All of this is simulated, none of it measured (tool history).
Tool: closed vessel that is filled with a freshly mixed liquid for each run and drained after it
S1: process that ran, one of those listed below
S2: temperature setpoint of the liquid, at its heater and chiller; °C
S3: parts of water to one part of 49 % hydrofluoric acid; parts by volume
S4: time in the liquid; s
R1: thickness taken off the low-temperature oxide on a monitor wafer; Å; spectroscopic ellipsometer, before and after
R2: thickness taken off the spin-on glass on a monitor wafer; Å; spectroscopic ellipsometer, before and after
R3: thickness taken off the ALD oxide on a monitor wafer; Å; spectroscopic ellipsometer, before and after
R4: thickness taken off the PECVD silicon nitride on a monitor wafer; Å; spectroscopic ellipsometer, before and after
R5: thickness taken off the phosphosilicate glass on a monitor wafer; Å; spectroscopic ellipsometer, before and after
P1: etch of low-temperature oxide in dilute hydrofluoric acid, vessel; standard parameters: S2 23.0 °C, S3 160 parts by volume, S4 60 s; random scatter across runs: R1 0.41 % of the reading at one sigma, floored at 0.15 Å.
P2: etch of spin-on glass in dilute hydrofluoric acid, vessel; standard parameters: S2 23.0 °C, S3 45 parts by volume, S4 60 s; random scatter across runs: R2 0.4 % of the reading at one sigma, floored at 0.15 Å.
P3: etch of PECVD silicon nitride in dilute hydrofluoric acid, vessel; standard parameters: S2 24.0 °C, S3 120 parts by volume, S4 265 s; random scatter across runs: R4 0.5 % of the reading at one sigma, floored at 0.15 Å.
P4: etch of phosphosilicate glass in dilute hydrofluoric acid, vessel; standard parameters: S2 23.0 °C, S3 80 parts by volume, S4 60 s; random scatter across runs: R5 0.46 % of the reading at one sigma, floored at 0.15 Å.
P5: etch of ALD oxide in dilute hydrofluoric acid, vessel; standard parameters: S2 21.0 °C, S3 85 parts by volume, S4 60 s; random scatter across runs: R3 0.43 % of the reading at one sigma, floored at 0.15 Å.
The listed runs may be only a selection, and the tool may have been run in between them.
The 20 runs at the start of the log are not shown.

Run 21, day 6.096: S1 P4, S2 23.0 °C, S3 80 parts by volume, S4 105 s. Result: R5 1232.90 Å.
Run 22, day 6.400: S1 P5, S2 21.0 °C, S3 85 parts by volume, S4 30 s. Result: R3 35.483 Å.
Run 23, day 6.833: S1 P3, S2 24.0 °C, S3 120 parts by volume, S4 35 s. Result: R4 15.684 Å.
Run 24, day 7.233: S1 P4, S2 23.0 °C, S3 80 parts by volume, S4 60 s. Result: R5 711.73 Å.
Run 25, day 7.517: S1 P1, S2 23.0 °C, S3 160 parts by volume, S4 60 s. Result: R1 61.146 Å.
Run 26, day 7.829: S1 P3, S2 24.0 °C, S3 65 parts by volume, S4 265 s. Result: R4 215.110 Å.
Run 27, day 8.138: S1 P1, S2 23.0 °C, S3 160 parts by volume, S4 60 s. Result: R1 60.945 Å.
Run 28, day 8.542: S1 P4, S2 23.0 °C, S3 135 parts by volume, S4 60 s. Result: R5 395.39 Å.
Run 29, day 8.792: S1 P4, S2 30.5 °C, S3 80 parts by volume, S4 60 s. Result: R5 949.21 Å.
Run 30, day 9.179: S1 P3, S2 24.0 °C, S3 120 parts by volume, S4 265 s. Result: R4 116.980 Å.
At day 9.242: thermometer replaced.
Run 31, day 9.496: S1 P1, S2 23.0 °C, S3 40 parts by volume, S4 110 s. Result: R1 515.040 Å.

The next listed run, before its measurement:
Run 32, day 9.912: S1 P1, S2 23.0 °C, S3 160 parts by volume, S4 105 s. Result: R1 ?.

R1: 106.420 Å

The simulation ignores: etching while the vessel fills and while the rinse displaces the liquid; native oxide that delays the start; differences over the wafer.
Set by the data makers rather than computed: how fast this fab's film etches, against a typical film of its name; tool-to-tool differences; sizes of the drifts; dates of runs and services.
